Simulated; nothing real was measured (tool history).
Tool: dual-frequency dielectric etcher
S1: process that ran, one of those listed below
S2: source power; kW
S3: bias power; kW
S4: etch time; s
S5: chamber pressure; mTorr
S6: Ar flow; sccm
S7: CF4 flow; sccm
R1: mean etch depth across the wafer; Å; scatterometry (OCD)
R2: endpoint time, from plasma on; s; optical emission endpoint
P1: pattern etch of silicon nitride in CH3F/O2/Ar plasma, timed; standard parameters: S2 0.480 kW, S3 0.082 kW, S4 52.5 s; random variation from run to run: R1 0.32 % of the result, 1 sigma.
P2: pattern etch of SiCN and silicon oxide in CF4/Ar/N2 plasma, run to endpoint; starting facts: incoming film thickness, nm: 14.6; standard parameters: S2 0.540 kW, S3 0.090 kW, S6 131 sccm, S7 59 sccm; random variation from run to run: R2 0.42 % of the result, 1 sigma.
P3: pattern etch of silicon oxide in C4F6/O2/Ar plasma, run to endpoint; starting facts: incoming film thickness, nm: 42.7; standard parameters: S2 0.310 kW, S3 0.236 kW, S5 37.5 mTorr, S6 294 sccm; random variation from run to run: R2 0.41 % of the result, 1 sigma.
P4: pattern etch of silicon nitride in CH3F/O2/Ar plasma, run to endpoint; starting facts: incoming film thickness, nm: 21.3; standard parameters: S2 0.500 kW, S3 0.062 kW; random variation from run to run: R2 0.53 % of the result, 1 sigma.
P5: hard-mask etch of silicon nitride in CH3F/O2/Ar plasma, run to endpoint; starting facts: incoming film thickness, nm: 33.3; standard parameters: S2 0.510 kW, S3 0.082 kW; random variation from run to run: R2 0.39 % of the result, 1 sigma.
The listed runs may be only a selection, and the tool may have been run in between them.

run 1 day=0.646 | S1=P1 S2=0.480 S3=0.082 S4=52.5 | R1=404.43
run 2 day=1.283 | S1=P5 S2=0.510 S3=0.111 | R2=36.865
run 3 day=1.796 | S1=P1 S2=0.590 S3=0.082 S4=39.0 | R1=326.20
run 4 day=2.354 | S1=P3 S2=0.310 S3=0.236 S5=53.5 S6=294 | R2=14.881
run 5 day=2.850 | S1=P1 S2=0.480 S3=0.082 S4=66.5 | R1=513.53
run 6 day=3.471 | S1=P3 S2=0.310 S3=0.280 S5=37.5 S6=294 | R2=13.448
run 7 day=3.912 | S1=P4 S2=0.500 S3=0.039 | R2=34.490
run 8 day=4.233 | S1=P1 S2=0.480 S3=0.056 S4=52.5 | R1=358.67
run 9 day=4.638 | S1=P2 S2=0.540 S3=0.110 S6=131 S7=59 | R2=13.586
run 10 day=5.117 | S1=P1 S2=0.660 S3=0.082 S4=52.5 | R1=455.61
run 11 day=5.754 | S1=P2 S2=0.540 S3=0.090 S6=97 S7=59 | R2=14.028
run 12 day=6.400 | S1=P1 S2=0.480 S3=0.082 S4=52.5 | R1=405.21
-- day=6.712 wet clean of the chamber
run 13 day=6.729 | S1=P1 S2=0.320 S3=0.082 S4=52.5 | R1=348.25
run 14 day=7.267 | S1=P1 S2=0.480 S3=0.082 S4=52.5 | R1=404.68
run 15 day=7.758 | S1=P3 S2=0.440 S3=0.236 S5=37.5 S6=294 | R2=12.328
run 16 day=8.175 | S1=P1 S2=0.590 S3=0.082 S4=37.0 | R1=306.18
run 17 day=8.596 | S1=P2 S2=0.700 S3=0.090 S6=131 S7=59 | R2=11.680
run 18 day=9.088 | S1=P3 S2=0.310 S3=0.236 S5=37.5 S6=226 | R2=13.851
run 19 day=9.521 | S1=P2 S2=0.540 S3=0.090 S6=131 S7=59 | R2=14.601
run 20 day=9.904 | S1=P2 S2=0.540 S3=0.090 S6=131 S7=59 | R2=14.572
run 21 day=10.304 | S1=P4 S2=0.500 S3=0.062 | R2=30.131
run 22 day=10.767 | S1=P3 S2=0.310 S3=0.236 S5=37.5 S6=294 | R2=14.161
run 23 day=11.296 | S1=P2 S2=0.540 S3=0.090 S6=131 S7=84 | R2=13.854
run 24 day=11.817 | S1=P1 S2=0.480 S3=0.113 S4=52.5 | R1=454.79
run 25 day=12.154 | S1=P1 S2=0.480 S3=0.082 S4=52.5 | R1=405.14
run 26 day=12.825 | S1=P1 S2=0.480 S3=0.082 S4=35.5 | R1=272.94
run 27 day=13.379 | S1=P1 S2=0.480 S3=0.082 S4=52.5 | R1=406.07
run 28 day=13.933 | S1=P5 S2=0.610 S3=0.082 | R2=38.644
run 29 day=14.475 | S1=P5 S2=0.510 S3=0.082 | R2=41.415
run 30 day=15.046 | S1=P1 S2=0.480 S3=0.082 S4=52.5 | R1=404.36
run 31 day=15.458 | S1=P4 S2=0.680 S3=0.062 | R2=26.492
run 32 day=15.804 | S1=P1 S2=0.480 S3=0.082 S4=52.5 | R1=405.65
run 33 day=16.183 | S1=P1 S2=0.480 S3=0.082 S4=52.5 | R1=406.70
run 34 day=16.533 | S1=P1 S2=0.480 S3=0.082 S4=52.5 | R1=410.83
run 35 day=16.925 | S1=P1 S2=0.480 S3=0.082 S4=52.5 | R1=411.79
-- day=17.208 wet clean of the chamber
run 36 day=17.454 | S1=P1 S2=0.480 S3=0.082 S4=52.5 | R1=409.53
run 37 day=18.025 | S1=P1 S2=0.480 S3=0.082 S4=52.5 | R1=411.60
run 38 day=18.433 | S1=P1 S2=0.480 S3=0.082 S4=52.5 | R1=412.03

Compared with where it was, what P1 gives has crept away. Each cause listed below fits the log as well as the rest, at the size given for it:
A: bias power that arrives over what is set, % = 4.75
B: source power that arrives over what is set, % = 4.39
Creep in the process output first set in at about day 15.804.
Other possible causes, and why each is ruled out:
chamber walls in a state that raises the etch rate, %: maintenance at day 17.208, after the shift began, did not return the process to its former output

The list below offers 4 check runs, each averaging the results of 3 wafers, and shows each result as a question mark. For which of them would the listed causes give clearly different results?
run check 1 day=18.842 | S1=P2 S2=0.540 S3=0.090 S6=131 S7=59 | R2=?
run check 2 day=18.842 | S1=P3 S2=0.310 S3=0.236 S5=37.5 S6=294 | R2=?
run check 3 day=18.842 | S1=P4 S2=0.500 S3=0.062 | R2=?
run check 4 day=18.842 | S1=P5 S2=0.510 S3=0.082 | R2=?

If the cause were each of the candidates in turn, the checks would give the following:
check=check_1 result=R2 if_A=14.383 if_B=14.098
check=check_2 result=R2 if_A=14.025 if_B=14.017
check=check_3 result=R2 if_A=29.498 if_B=29.456
check=check_4 result=R2 if_A=40.753 if_B=40.748
Gap, in per cent, between the two causes that each check separates least, read from the result that separates them most: check 1 2.01 %; check 2 0.06 %; check 3 0.14 %; check 4 0.01 %
Only in check 1 would the causes give clearly different results; in the remaining checks their results would be nearly the same.

Then check 1 was run and gave: R2 14.378 s. Which cause is it?

The correct cause is A, namely: bias power that arrives over what is set, %.
